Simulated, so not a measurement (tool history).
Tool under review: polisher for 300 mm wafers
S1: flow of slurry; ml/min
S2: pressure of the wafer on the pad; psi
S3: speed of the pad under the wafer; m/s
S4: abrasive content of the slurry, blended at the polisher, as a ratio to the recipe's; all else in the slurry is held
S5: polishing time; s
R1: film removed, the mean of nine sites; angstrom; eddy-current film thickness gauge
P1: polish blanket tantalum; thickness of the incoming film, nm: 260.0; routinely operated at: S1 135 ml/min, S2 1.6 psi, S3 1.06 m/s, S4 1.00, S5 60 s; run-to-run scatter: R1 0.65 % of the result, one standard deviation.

run 1 hour=6.1 | S1=135 S2=1.6 S3=1.06 S4=1.00 S5=60 | R1=772.34
run 2 hour=15.7 | S1=135 S2=1.6 S3=1.68 S4=1.00 S5=60 | R1=1237.60
run 3 hour=21.8 | S1=80 S2=1.6 S3=1.06 S4=1.00 S5=60 | R1=680.85
run 4 hour=31.7 | S1=135 S2=1.6 S3=1.06 S4=1.00 S5=34 | R1=439.14
run 5 hour=41.3 | S1=205 S2=1.6 S3=1.06 S4=0.65 S5=60 | R1=713.07
run 6 hour=46.4 | S1=135 S2=1.6 S3=1.06 S4=1.00 S5=60 | R1=782.70
run 7 hour=53.9 | S1=135 S2=0.7 S3=1.06 S4=1.00 S5=60 | R1=335.45
run 8 hour=59.8 | S1=135 S2=1.6 S3=0.48 S4=1.00 S5=60 | R1=348.26
run 9 hour=65.3 | S1=190 S2=1.6 S3=1.06 S4=1.00 S5=60 | R1=823.28
run 10 hour=72.8 | S1=135 S2=1.6 S3=1.06 S4=1.00 S5=85 | R1=1094.40
run 11 hour=82.5 | S1=195 S2=2.1 S3=1.06 S4=1.00 S5=60 | R1=1085.20
run 12 hour=88.9 | S1=135 S2=1.6 S3=1.06 S4=1.00 S5=60 | R1=778.16
run 13 hour=96.8 | S1=135 S2=1.6 S3=1.06 S4=1.40 S5=60 | R1=843.67
run 14 hour=106.5 | S1=135 S2=2.0 S3=1.06 S4=1.00 S5=60 | R1=974.88
run 15 hour=113.2 | S1=135 S2=1.6 S3=1.06 S4=1.00 S5=60 | R1=774.64
run 16 hour=121.1 | S1=135 S2=1.6 S3=1.06 S4=0.50 S5=60 | R1=610.13
run 17 hour=128.6 | S1=200 S2=1.6 S3=1.06 S4=1.00 S5=36 | R1=496.66
run 18 hour=136.0 | S1=135 S2=1.6 S3=1.06 S4=1.00 S5=60 | R1=768.78
run 19 hour=143.8 | S1=135 S2=1.6 S3=1.06 S4=1.00 S5=60 | R1=742.49
run 20 hour=149.3 | S1=135 S2=1.6 S3=1.06 S4=1.00 S5=60 | R1=729.99
-- hour=155.1 head pressure recalibrated
run 21 hour=156.5 | S1=135 S2=1.6 S3=1.06 S4=1.00 S5=60 | R1=720.45
run 22 hour=161.9 | S1=135 S2=1.6 S3=1.06 S4=1.00 S5=60 | R1=717.27
-- hour=162.6 slurry nozzle cleaned
run 23 hour=166.6 | S1=135 S2=1.6 S3=1.06 S4=1.00 S5=60 | R1=724.56
run 24 hour=172.1 | S1=135 S2=1.6 S3=1.06 S4=1.00 S5=60 | R1=715.35
run 25 hour=179.1 | S1=135 S2=1.6 S3=1.06 S4=1.00 S5=60 | R1=717.97

P1 no longer gives what it gave before; its output has crept away from where it was. The following 2 causes, each at its listed size, fit the log equally well:
A: abrasive missing from the slurry, % = 21.6
B: removal rate lost through wear of the pad, % = 7.3
The onset of the drift is placed at about hour 136.0.
Every other cause this tool's parts could produce, and why it does not fit the log:
slurry flow missing at the pad, %: its service at hour 162.6 followed the start of the drift and did not put the process back to its old value
head's pressure below its setpoint, %: its service at hour 155.1 followed the start of the drift and did not put the process back to its old value

Each of the check runs listed below is run on 3 wafers and reports their average, with the results left as question marks. Pick the one under which the possible causes would lead to clearly different results.
run check 1 hour=186.1 | S1=135 S2=1.6 S3=1.64 S4=1.00 S5=60 | R1=?
run check 2 hour=186.1 | S1=135 S2=1.6 S3=1.06 S4=0.60 S5=60 | R1=?
run check 3 hour=186.1 | S1=180 S2=1.6 S3=0.64 S4=1.00 S5=60 | R1=?
run check 4 hour=186.1 | S1=135 S2=1.6 S3=0.48 S4=1.00 S5=60 | R1=?

How each check would come out, cause by cause:
check=check_1 result=R1 if_A=1109.70 if_B=1109.70
check=check_2 result=R1 if_A=585.40 if_B=602.47
check=check_3 result=R1 if_A=454.42 if_B=454.40
check=check_4 result=R1 if_A=324.79 if_B=324.78
Separation of the two closest causes in each check, using whichever result separates them best: check 1 0 %; check 2 2.87 %; check 3 0 %; check 4 0 %
Check 2 is the one run that separates the causes; every other check would come out nearly the same whichever cause is at work.

Running check 2 produced the following: R1 603.18 angstrom. Which one of the listed causes fits?

The cause is B: removal rate lost through wear of the pad, %.
